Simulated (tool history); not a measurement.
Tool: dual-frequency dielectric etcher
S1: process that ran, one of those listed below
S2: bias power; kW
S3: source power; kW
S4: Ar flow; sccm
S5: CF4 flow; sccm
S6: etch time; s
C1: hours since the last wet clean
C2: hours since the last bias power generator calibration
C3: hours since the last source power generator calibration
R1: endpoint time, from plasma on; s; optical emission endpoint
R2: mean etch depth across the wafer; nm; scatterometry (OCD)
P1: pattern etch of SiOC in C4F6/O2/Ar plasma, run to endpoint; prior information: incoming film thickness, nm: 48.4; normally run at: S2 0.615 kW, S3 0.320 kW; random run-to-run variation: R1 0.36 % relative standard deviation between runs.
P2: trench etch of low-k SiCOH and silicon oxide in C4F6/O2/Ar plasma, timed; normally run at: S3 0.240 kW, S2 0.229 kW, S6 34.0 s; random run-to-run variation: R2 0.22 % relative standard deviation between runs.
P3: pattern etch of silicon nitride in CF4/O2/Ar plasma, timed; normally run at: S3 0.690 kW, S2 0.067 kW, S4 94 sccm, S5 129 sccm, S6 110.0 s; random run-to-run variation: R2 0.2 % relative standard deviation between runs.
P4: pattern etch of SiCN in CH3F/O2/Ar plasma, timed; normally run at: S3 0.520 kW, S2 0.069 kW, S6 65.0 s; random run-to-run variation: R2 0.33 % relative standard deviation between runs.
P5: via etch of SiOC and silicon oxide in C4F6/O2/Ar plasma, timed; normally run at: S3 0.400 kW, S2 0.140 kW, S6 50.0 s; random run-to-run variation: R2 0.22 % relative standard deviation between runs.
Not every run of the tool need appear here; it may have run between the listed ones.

run 1 day=0.400 | S1=P1 S2=0.615 S3=0.320 | C1=291.7 C2=2288.4 C3=2104.7 | R1=16.366
run 2 day=0.717 | S1=P3 S2=0.067 S3=0.840 S4=94 S5=129 S6=110.0 | C1=299.3 C2=2296.0 C3=2112.3 | R2=372.600
run 3 day=1.133 | S1=P5 S2=0.140 S3=0.400 S6=50.0 | C1=309.3 C2=2306.0 C3=2122.3 | R2=51.451
run 4 day=1.538 | S1=P4 S2=0.069 S3=0.520 S6=65.0 | C1=319.0 C2=2315.7 C3=2132.0 | R2=26.754
run 5 day=1.858 | S1=P1 S2=0.615 S3=0.320 | C1=326.7 C2=2323.4 C3=2139.7 | R1=16.471
run 6 day=2.233 | S1=P1 S2=0.394 S3=0.240 | C1=335.7 C2=2332.4 C3=2148.7 | R1=21.721
run 7 day=2.583 | S1=P2 S2=0.314 S3=0.240 S6=34.0 | C1=344.1 C2=2340.8 C3=2157.1 | R2=104.160
run 8 day=2.929 | S1=P1 S2=0.756 S3=0.320 | C1=352.4 C2=2349.1 C3=2165.4 | R1=15.241
run 9 day=3.154 | S1=P3 S2=0.067 S3=0.690 S4=119 S5=129 S6=110.0 | C1=357.8 C2=2354.5 C3=2170.8 | R2=306.080
run 10 day=3.550 | S1=P3 S2=0.067 S3=0.690 S4=94 S5=129 S6=110.0 | C1=367.3 C2=2364.0 C3=2180.3 | R2=313.380
-- day=3.658 source power generator calibrated
run 11 day=3.762 | S1=P1 S2=0.615 S3=0.320 | C1=372.4 C2=2369.1 C3=2.6 | R1=16.366
run 12 day=4.133 | S1=P4 S2=0.069 S3=0.630 S6=65.0 | C1=381.3 C2=2378.0 C3=11.5 | R2=28.796
run 13 day=4.396 | S1=P5 S2=0.140 S3=0.400 S6=50.0 | C1=387.6 C2=2384.3 C3=17.8 | R2=51.400
run 14 day=4.792 | S1=P2 S2=0.229 S3=0.240 S6=21.5 | C1=397.1 C2=2393.8 C3=27.3 | R2=58.560
run 15 day=5.075 | S1=P5 S2=0.193 S3=0.400 S6=50.0 | C1=403.9 C2=2400.6 C3=34.1 | R2=56.860
run 16 day=5.333 | S1=P1 S2=0.615 S3=0.240 | C1=410.1 C2=2406.8 C3=40.3 | R1=18.067
run 17 day=5.642 | S1=P1 S2=0.615 S3=0.320 | C1=417.5 C2=2414.2 C3=47.7 | R1=16.442
run 18 day=5.896 | S1=P2 S2=0.229 S3=0.310 S6=34.0 | C1=423.6 C2=2420.3 C3=53.8 | R2=102.570
run 19 day=6.150 | S1=P1 S2=0.615 S3=0.430 | C1=429.7 C2=2426.4 C3=59.9 | R1=14.642
run 20 day=6.404 | S1=P3 S2=0.067 S3=0.690 S4=94 S5=181 S6=110.0 | C1=435.8 C2=2432.5 C3=66.0 | R2=324.310
-- day=6.708 wet clean of the chamber
run 21 day=6.746 | S1=P1 S2=0.424 S3=0.390 | C1=0.9 C2=2440.7 C3=74.2 | R1=17.581
run 22 day=7.092 | S1=P4 S2=0.069 S3=0.520 S6=65.0 | C1=9.2 C2=2449.0 C3=82.5 | R2=26.718
run 23 day=7.525 | S1=P3 S2=0.067 S3=0.690 S4=94 S5=129 S6=65.0 | C1=19.6 C2=2459.4 C3=92.9 | R2=184.970
run 24 day=7.875 | S1=P2 S2=0.229 S3=0.240 S6=34.0 | C1=28.0 C2=2467.8 C3=101.3 | R2=92.794
run 25 day=8.079 | S1=P1 S2=0.615 S3=0.320 | C1=32.9 C2=2472.7 C3=106.2 | R1=16.419
run 26 day=8.500 | S1=P5 S2=0.140 S3=0.280 S6=50.0 | C1=43.0 C2=2482.8 C3=116.3 | R2=44.886
run 27 day=8.804 | S1=P4 S2=0.045 S3=0.520 S6=65.0 | C1=50.3 C2=2490.1 C3=123.6 | R2=23.385
run 28 day=9.112 | S1=P1 S2=0.479 S3=0.320 | C1=57.7 C2=2497.5 C3=131.0 | R1=18.127
run 29 day=9.400 | S1=P5 S2=0.140 S3=0.400 S6=27.5 | C1=64.6 C2=2504.4 C3=137.9 | R2=28.335
run 30 day=9.604 | S1=P1 S2=0.428 S3=0.440 | C1=69.5 C2=2509.3 C3=142.8 | R1=16.666
run 31 day=9.912 | S1=P3 S2=0.050 S3=0.690 S4=94 S5=129 S6=110.0 | C1=76.9 C2=2516.7 C3=150.2 | R2=281.700
run 32 day=10.183 | S1=P4 S2=0.069 S3=0.520 S6=88.5 | C1=83.4 C2=2523.2 C3=156.7 | R2=36.346

Estimate the outcome of run 33 from the log above:
run 33 day=10.608 | S1=P1 S2=0.615 S3=0.320 | C1=93.6 C2=2533.4 C3=166.9 | R1=?

{"run 33": {"R1": 16.473}}

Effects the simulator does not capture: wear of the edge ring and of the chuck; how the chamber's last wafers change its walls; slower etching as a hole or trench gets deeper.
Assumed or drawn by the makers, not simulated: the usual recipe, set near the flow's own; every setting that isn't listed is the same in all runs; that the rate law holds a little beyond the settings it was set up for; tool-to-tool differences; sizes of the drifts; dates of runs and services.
